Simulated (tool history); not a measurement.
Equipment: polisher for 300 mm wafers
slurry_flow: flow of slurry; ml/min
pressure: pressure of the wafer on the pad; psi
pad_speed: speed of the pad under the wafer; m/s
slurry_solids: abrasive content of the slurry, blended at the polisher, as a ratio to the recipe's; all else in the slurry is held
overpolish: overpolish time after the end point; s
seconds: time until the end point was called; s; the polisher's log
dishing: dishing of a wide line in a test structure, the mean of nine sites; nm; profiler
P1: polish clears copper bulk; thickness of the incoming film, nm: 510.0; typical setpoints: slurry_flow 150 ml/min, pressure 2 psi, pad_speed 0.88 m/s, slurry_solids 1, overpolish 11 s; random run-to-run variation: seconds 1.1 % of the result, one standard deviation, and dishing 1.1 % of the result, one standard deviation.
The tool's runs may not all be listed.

| run | hour | slurry_flow | pressure | pad_speed | slurry_solids | overpolish | wafers polished on this pad | hours since the slurry nozzle was cleaned | hours since the head pressure was calibrated | hours since the slurry blender was calibrated | seconds | dishing |
|---|---|---|---|---|---|---|---|---|---|---|---|---|
| 1 | 6.2 | 150 | 2 | 0.88 | 1 | 11 | 435 | 150 | 747.4 | 151.2 | 110.14 | 36.044 |
| 2 | 14.6 | 215 | 2 | 0.88 | 1 | 17 | 512 | 158.4 | 755.8 | 159.6 | 104.62 | 51.416 |
| 3 | 21.8 | 150 | 2 | 0.88 | 1 | 22 | 578 | 165.6 | 763 | 166.8 | 108.34 | 60.443 |
| 4 | 29.8 | 150 | 2 | 0.5 | 1 | 11 | 651 | 173.6 | 771 | 174.8 | 193.49 | 21.955 |
| 5 | 39.2 | 150 | 2 | 0.88 | 1 | 11 | 737 | 183 | 780.4 | 184.2 | 108.04 | 34.822 |
| 6 | 44.4 | 150 | 2 | 0.88 | 1 | 3 | 785 | 188.2 | 785.6 | 189.4 | 111.43 | 11.202 |
| 7 | 53.2 | 150 | 2 | 0.88 | 0.6 | 11 | 866 | 197 | 794.4 | 198.2 | 122.86 | 31.995 |
| 8 | 59.5 | 150 | 3.1 | 0.88 | 1 | 11 | 923 | 203.3 | 800.7 | 204.5 | 70.205 | 51.936 |
| 9 | 67.5 | 150 | 1.3 | 0.6 | 1 | 11 | 997 | 211.3 | 808.7 | 212.5 | 248.04 | 17.474 |
| 10 | 74.9 | 150 | 0.9 | 0.88 | 1 | 11 | 1064 | 218.7 | 816.1 | 219.9 | 246.17 | 16.848 |
| 11 | 83 | 150 | 2 | 1.22 | 1 | 11 | 1139 | 226.8 | 824.2 | 228 | 79.629 | 45.884 |
|  | 88.5 | head pressure recalibrated |
| 12 | 91.5 | 90 | 2 | 0.88 | 1 | 11 | 1216 | 235.3 | 3 | 236.5 | 123.86 | 32.307 |
| 13 | 99.4 | 150 | 2 | 0.88 | 1 | 11 | 1289 | 243.2 | 10.9 | 244.4 | 109.81 | 35.089 |
| 14 | 105.1 | 200 | 2 | 0.88 | 1 | 11 | 1341 | 248.9 | 16.6 | 250.1 | 106.53 | 36.226 |
| 15 | 112.8 | 150 | 2 | 0.88 | 1.25 | 11 | 1411 | 256.6 | 24.3 | 257.8 | 106.46 | 37.321 |
| 16 | 121 | 150 | 2 | 0.88 | 1 | 11 | 1487 | 264.8 | 32.5 | 266 | 110.36 | 35.893 |
| 17 | 125.6 | 150 | 2 | 0.88 | 1 | 11 | 1529 | 269.4 | 37.1 | 270.6 | 111.68 | 35.219 |
| 18 | 134.4 | 150 | 2 | 0.88 | 1 | 11 | 1609 | 278.2 | 45.9 | 279.4 | 114.12 | 34.309 |
| 19 | 143 | 150 | 2 | 0.88 | 1 | 11 | 1688 | 286.8 | 54.5 | 288 | 114.56 | 34.311 |
| 20 | 150.4 | 150 | 2 | 0.88 | 1 | 11 | 1756 | 294.2 | 61.9 | 295.4 | 118 | 33.906 |
| 21 | 156.5 | 150 | 2 | 0.88 | 1 | 11 | 1812 | 300.3 | 68 | 301.5 | 116.25 | 34.486 |
|  | 157.7 | worn pad replaced by a new one |
|  | 162.6 | head pressure recalibrated |
| 22 | 163.3 | 150 | 2 | 0.88 | 1 | 11 | 52 | 307.1 | 0.8 | 308.3 | 117.88 | 32.93 |
| 23 | 172.5 | 150 | 2 | 0.88 | 1 | 11 | 136 | 316.3 | 10 | 317.5 | 121.59 | 33.484 |
| 24 | 181 | 150 | 2 | 0.88 | 1 | 11 | 214 | 324.8 | 18.5 | 326 | 119.93 | 33.187 |
| 25 | 190 | 150 | 2 | 0.88 | 1 | 11 | 296 | 333.8 | 27.5 | 335 | 120.82 | 33.342 |
| 26 | 198.2 | 150 | 2 | 0.88 | 1 | 11 | 371 | 342 | 35.7 | 343.2 | 122.82 | 33.478 |

Forecast run 27:
| 27 | 206.7 | 150 | 2 | 0.88 | 1 | 11 | 449 | 350.5 | 44.2 | 351.7 | ? | ? |

seconds: 121.39 s
dishing: 33.419 nm

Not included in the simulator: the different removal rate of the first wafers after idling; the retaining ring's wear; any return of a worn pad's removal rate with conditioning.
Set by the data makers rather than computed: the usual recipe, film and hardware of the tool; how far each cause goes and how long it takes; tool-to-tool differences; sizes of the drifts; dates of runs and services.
